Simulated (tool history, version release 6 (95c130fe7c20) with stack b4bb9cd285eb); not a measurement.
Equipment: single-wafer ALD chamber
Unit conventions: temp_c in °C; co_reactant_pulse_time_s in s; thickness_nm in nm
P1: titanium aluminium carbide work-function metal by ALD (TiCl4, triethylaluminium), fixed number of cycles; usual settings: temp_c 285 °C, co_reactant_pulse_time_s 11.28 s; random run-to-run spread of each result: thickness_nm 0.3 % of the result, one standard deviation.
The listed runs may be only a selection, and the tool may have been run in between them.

{"run": 1, "hour": 8.3, "temp_c": 285, "co_reactant_pulse_time_s": 11.28, "thickness_nm": 1.8718}
{"run": 2, "hour": 18.0, "temp_c": 285, "co_reactant_pulse_time_s": 16.54, "thickness_nm": 1.9121}
{"run": 3, "hour": 33.7, "temp_c": 285, "co_reactant_pulse_time_s": 11.28, "thickness_nm": 1.8669}
{"run": 4, "hour": 45.9, "temp_c": 285, "co_reactant_pulse_time_s": 11.28, "thickness_nm": 1.8662}
{"run": 5, "hour": 53.5, "temp_c": 285, "co_reactant_pulse_time_s": 5.68, "thickness_nm": 1.6347}
{"run": 6, "hour": 63.0, "temp_c": 285, "co_reactant_pulse_time_s": 11.28, "thickness_nm": 1.8763}
{"run": 7, "hour": 70.3, "temp_c": 285, "co_reactant_pulse_time_s": 11.28, "thickness_nm": 1.8689}
{"run": 8, "hour": 82.3, "temp_c": 268, "co_reactant_pulse_time_s": 11.28, "thickness_nm": 1.7286}
{"run": 9, "hour": 89.1, "temp_c": 285, "co_reactant_pulse_time_s": 11.28, "thickness_nm": 1.8589}
{"run": 10, "hour": 101.4, "temp_c": 270, "co_reactant_pulse_time_s": 4.31, "thickness_nm": 1.3734}
{"run": 11, "hour": 109.6, "temp_c": 308, "co_reactant_pulse_time_s": 11.28, "thickness_nm": 2.0635}
{"run": 12, "hour": 123.0, "temp_c": 285, "co_reactant_pulse_time_s": 11.28, "thickness_nm": 1.8676}
{"run": 13, "hour": 135.7, "temp_c": 285, "co_reactant_pulse_time_s": 11.28, "thickness_nm": 1.8421}
{"run": 14, "hour": 149.5, "temp_c": 285, "co_reactant_pulse_time_s": 11.28, "thickness_nm": 1.8485}
{"run": 15, "hour": 156.5, "temp_c": 285, "co_reactant_pulse_time_s": 11.28, "thickness_nm": 1.8285}
{"run": 16, "hour": 167.9, "temp_c": 285, "co_reactant_pulse_time_s": 11.28, "thickness_nm": 1.8367}
{"run": 17, "hour": 182.4, "temp_c": 285, "co_reactant_pulse_time_s": 11.28, "thickness_nm": 1.8294}
{"run": 18, "hour": 190.8, "temp_c": 285, "co_reactant_pulse_time_s": 11.28, "thickness_nm": 1.8298}
{"run": 19, "hour": 198.1, "temp_c": 285, "co_reactant_pulse_time_s": 11.28, "thickness_nm": 1.8241}
{"run": 20, "hour": 212.6, "temp_c": 285, "co_reactant_pulse_time_s": 11.28, "thickness_nm": 1.8341}

P1 no longer gives what it gave before; its output has crept away from where it was. The following 2 causes, each at its listed size, fit the log equally well:
A: triethylaluminium dose below that of a fresh bottle (%) = 18.1
B: wafer temperature below the value expected at the setpoint (K) = 4.68
The creep began at about hour 123.0.

The check runs listed below each take one wafer, and their results are still question marks. Under which run would the listed causes lead to clearly different results?
{"run": "check 1", "hour": 227.1, "temp_c": 294, "co_reactant_pulse_time_s": 6.05, "thickness_nm": "?"}
{"run": "check 2", "hour": 227.1, "temp_c": 308, "co_reactant_pulse_time_s": 11.28, "thickness_nm": "?"}
{"run": "check 3", "hour": 227.1, "temp_c": 293, "co_reactant_pulse_time_s": 11.28, "thickness_nm": "?"}
{"run": "check 4", "hour": 227.1, "temp_c": 269, "co_reactant_pulse_time_s": 11.28, "thickness_nm": "?"}

Predicted outcomes, by check and by cause:
check=check_1 result=thickness_nm if_A=1.6250 if_B=1.7020
check=check_2 result=thickness_nm if_A=2.0212 if_B=2.0245
check=check_3 result=thickness_nm if_A=1.8939 if_B=1.8949
check=check_4 result=thickness_nm if_A=1.6939 if_B=1.6916
Separation of the two closest causes in each check, using whichever result separates them best: check 1 4.63 %; check 2 0.16 %; check 3 0.06 %; check 4 0.14 %
Check 1 tells the causes apart: in the others they would give nearly the same result.

Check 1 was then run and gave: thickness_nm 1.7105 nm. Which cause is it?

The correct cause is B, namely: wafer temperature below the value expected at the setpoint (K).

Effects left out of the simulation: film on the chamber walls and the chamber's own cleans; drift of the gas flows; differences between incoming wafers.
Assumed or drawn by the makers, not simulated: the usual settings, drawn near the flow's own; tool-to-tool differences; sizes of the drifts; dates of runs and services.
